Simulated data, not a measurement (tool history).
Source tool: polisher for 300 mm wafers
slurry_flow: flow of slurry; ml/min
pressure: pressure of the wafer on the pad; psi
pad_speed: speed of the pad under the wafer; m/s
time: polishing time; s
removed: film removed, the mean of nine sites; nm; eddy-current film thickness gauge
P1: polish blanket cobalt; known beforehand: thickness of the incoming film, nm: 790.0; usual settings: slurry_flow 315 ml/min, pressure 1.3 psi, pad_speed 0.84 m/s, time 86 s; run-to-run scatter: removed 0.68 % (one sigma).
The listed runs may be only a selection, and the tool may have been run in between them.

| run | hour | slurry_flow | pressure | pad_speed | time | removed |
|---|---|---|---|---|---|---|
| 1 | 4.1 | 315 | 1.3 | 0.84 | 86 | 229.05 |
| 2 | 10.4 | 315 | 1.3 | 1.28 | 86 | 346.14 |
| 3 | 15.3 | 315 | 1.3 | 0.84 | 62 | 164.57 |
| 4 | 24.2 | 315 | 1.3 | 0.84 | 86 | 226.56 |
| 5 | 31.1 | 190 | 1.3 | 1.1 | 86 | 283.29 |
| 6 | 36.7 | 315 | 2 | 0.84 | 86 | 347.86 |
| 7 | 42.7 | 315 | 1.3 | 0.84 | 130 | 342.91 |
| 8 | 47.3 | 315 | 1.3 | 0.84 | 86 | 229.38 |
| 9 | 55.8 | 315 | 1.3 | 0.84 | 86 | 231.47 |
| 10 | 60.8 | 315 | 0.8 | 0.84 | 86 | 140.22 |
| 11 | 65.1 | 190 | 1.3 | 0.84 | 86 | 214.08 |
| 12 | 72.7 | 315 | 1.3 | 0.84 | 86 | 228.23 |
| 13 | 78.4 | 315 | 1.3 | 0.42 | 86 | 114.93 |
| 14 | 83.1 | 405 | 1.3 | 0.84 | 86 | 233.14 |
| 15 | 88.7 | 315 | 1.8 | 0.84 | 113 | 421.12 |
| 16 | 95.8 | 315 | 1.3 | 0.84 | 86 | 228.35 |
| 17 | 102.1 | 315 | 1.3 | 0.84 | 86 | 225.91 |

Run 18 is up next; what results do you expect?
| 18 | 111 | 315 | 1.3 | 0.84 | 86 | ? |

Run 18 came out at removed 220.28 nm.
